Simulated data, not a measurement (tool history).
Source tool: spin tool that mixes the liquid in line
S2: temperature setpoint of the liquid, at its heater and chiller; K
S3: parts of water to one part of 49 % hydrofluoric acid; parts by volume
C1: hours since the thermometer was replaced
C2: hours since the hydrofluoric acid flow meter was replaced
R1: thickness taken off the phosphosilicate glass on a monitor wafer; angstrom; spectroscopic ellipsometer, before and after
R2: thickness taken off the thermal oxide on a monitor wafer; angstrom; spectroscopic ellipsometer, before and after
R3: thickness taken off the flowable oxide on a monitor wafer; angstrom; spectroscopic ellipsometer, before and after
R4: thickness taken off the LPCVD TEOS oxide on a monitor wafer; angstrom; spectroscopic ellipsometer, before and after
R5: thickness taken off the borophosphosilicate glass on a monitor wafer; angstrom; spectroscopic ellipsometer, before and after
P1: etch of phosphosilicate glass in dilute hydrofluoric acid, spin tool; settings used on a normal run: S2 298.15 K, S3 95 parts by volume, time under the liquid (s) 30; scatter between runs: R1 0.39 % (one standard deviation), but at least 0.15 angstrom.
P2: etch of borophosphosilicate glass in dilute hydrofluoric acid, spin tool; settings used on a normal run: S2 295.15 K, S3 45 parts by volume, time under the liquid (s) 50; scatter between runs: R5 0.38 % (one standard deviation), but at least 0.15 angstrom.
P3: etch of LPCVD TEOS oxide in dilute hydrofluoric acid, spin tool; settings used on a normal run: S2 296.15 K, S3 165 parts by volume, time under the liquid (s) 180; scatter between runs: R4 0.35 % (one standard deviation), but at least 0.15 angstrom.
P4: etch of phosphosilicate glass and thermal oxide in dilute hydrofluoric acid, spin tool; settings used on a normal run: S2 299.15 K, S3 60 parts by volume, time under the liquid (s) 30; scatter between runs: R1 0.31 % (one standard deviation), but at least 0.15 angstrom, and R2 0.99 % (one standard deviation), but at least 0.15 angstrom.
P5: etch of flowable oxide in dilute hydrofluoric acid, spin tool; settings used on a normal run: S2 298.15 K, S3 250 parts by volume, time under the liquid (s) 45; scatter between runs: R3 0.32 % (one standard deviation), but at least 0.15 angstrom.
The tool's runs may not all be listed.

Run 1, hour 8.8: process that ran P1, S2 298.15 K, S3 95 parts by volume, time under the liquid (s) 30; C1 298.7; C2 577.9. Result: R1 297.45 angstrom.
Run 2, hour 20.9: process that ran P4, S2 305.65 K, S3 60 parts by volume, time under the liquid (s) 30; C1 310.8; C2 590. Result: R1 1106.6 angstrom, R2 34.932 angstrom.
Run 3, hour 30.5: process that ran P1, S2 298.15 K, S3 20 parts by volume, time under the liquid (s) 60; C1 320.4; C2 599.6. Result: R1 3156.2 angstrom.
Run 4, hour 37.7: process that ran P5, S2 298.15 K, S3 250 parts by volume, time under the liquid (s) 45; C1 327.6; C2 606.8. Result: R3 63.059 angstrom.
Run 5, hour 48.1: process that ran P3, S2 296.15 K, S3 165 parts by volume, time under the liquid (s) 180; C1 338; C2 617.2. Result: R4 203.96 angstrom.
Run 6, hour 57.6: process that ran P1, S2 298.15 K, S3 95 parts by volume, time under the liquid (s) 65; C1 347.5; C2 626.7. Result: R1 645.55 angstrom.
Run 7, hour 68.1: process that ran P1, S2 298.15 K, S3 95 parts by volume, time under the liquid (s) 30; C1 358; C2 637.2. Result: R1 298.1 angstrom.
Run 8, hour 79.5: process that ran P5, S2 298.15 K, S3 250 parts by volume, time under the liquid (s) 65; C1 369.4; C2 648.6. Result: R3 91.59 angstrom.
Run 9, hour 86.1: process that ran P2, S2 302.65 K, S3 45 parts by volume, time under the liquid (s) 50; C1 376; C2 655.2. Result: R5 811.32 angstrom.
Run 10, hour 91.9: process that ran P3, S2 300.65 K, S3 165 parts by volume, time under the liquid (s) 180; C1 381.8; C2 661. Result: R4 241.57 angstrom.
Run 11, hour 101.1: process that ran P4, S2 299.15 K, S3 60 parts by volume, time under the liquid (s) 45; C1 391; C2 670.2. Result: R1 1283.8 angstrom, R2 40.673 angstrom.
Run 12, hour 113.2: process that ran P4, S2 299.15 K, S3 60 parts by volume, time under the liquid (s) 30; C1 403.1; C2 682.3. Result: R1 863.56 angstrom, R2 26.734 angstrom.
Run 13, hour 119.3: process that ran P1, S2 298.15 K, S3 145 parts by volume, time under the liquid (s) 30; C1 409.2; C2 688.4. Result: R1 184 angstrom.
Run 14, hour 130.8: process that ran P1, S2 298.15 K, S3 95 parts by volume, time under the liquid (s) 30; C1 420.7; C2 699.9. Result: R1 299.19 angstrom.
Run 15, hour 140.5: process that ran P1, S2 305.15 K, S3 95 parts by volume, time under the liquid (s) 30; C1 430.4; C2 709.6. Result: R1 391.39 angstrom.
Run 16, hour 151.6: process that ran P5, S2 306.15 K, S3 250 parts by volume, time under the liquid (s) 45; C1 441.5; C2 720.7. Result: R3 82.893 angstrom.
Run 17, hour 161.7: process that ran P3, S2 296.15 K, S3 50 parts by volume, time under the liquid (s) 180; C1 451.6; C2 730.8. Result: R4 769.62 angstrom.
Run 18, hour 169.3: process that ran P2, S2 295.15 K, S3 20 parts by volume, time under the liquid (s) 50; C1 459.2; C2 738.4. Result: R5 1392.6 angstrom.
Run 19, hour 179.7: process that ran P2, S2 295.15 K, S3 45 parts by volume, time under the liquid (s) 50; C1 469.6; C2 748.8. Result: R5 594.69 angstrom.
At hour 190.7: hydrofluoric acid flow meter replaced.
Run 20, hour 191.5: process that ran P1, S2 298.15 K, S3 95 parts by volume, time under the liquid (s) 30; C1 481.4; C2 0.9. Result: R1 298.79 angstrom.
Run 21, hour 203.8: process that ran P2, S2 295.15 K, S3 45 parts by volume, time under the liquid (s) 15; C1 493.7; C2 13.2. Result: R5 179.45 angstrom.
Run 22, hour 212.8: process that ran P5, S2 298.15 K, S3 390 parts by volume, time under the liquid (s) 45; C1 502.7; C2 22.2. Result: R3 35.586 angstrom.
Run 23, hour 224.2: process that ran P3, S2 296.15 K, S3 165 parts by volume, time under the liquid (s) 25; C1 514.1; C2 33.6. Result: R4 28.222 angstrom.
Run 24, hour 231.8: process that ran P1, S2 298.15 K, S3 55 parts by volume, time under the liquid (s) 30; C1 521.7; C2 41.2. Result: R1 550.28 angstrom.
Run 25, hour 244.4: process that ran P3, S2 296.15 K, S3 165 parts by volume, time under the liquid (s) 180; C1 534.3; C2 53.8. Result: R4 203.79 angstrom.
Run 26, hour 253.1: process that ran P1, S2 290.65 K, S3 95 parts by volume, time under the liquid (s) 30; C1 543; C2 62.5. Result: R1 221.01 angstrom.
Run 27, hour 261.8: process that ran P1, S2 304.65 K, S3 160 parts by volume, time under the liquid (s) 30; C1 551.7; C2 71.2. Result: R1 206.76 angstrom.
Run 28, hour 273.4: process that ran P1, S2 298.15 K, S3 95 parts by volume, time under the liquid (s) 15; C1 563.3; C2 82.8. Result: R1 149.78 angstrom.
Run 29, hour 285.5: process that ran P4, S2 299.15 K, S3 35 parts by volume, time under the liquid (s) 30; C1 575.4; C2 94.9. Result: R1 1522.6 angstrom, R2 48.004 angstrom.
Run 30, hour 297.6: process that ran P1, S2 298.15 K, S3 95 parts by volume, time under the liquid (s) 30; C1 587.5; C2 107. Result: R1 299.74 angstrom.

Estimate the outcome of run 31 from the log above:
Run 31, hour 305.6: process that ran P1, S2 298.15 K, S3 95 parts by volume, time under the liquid (s) 30; C1 595.5; C2 115. Result: R1 ?.

R1: 300.66 angstrom

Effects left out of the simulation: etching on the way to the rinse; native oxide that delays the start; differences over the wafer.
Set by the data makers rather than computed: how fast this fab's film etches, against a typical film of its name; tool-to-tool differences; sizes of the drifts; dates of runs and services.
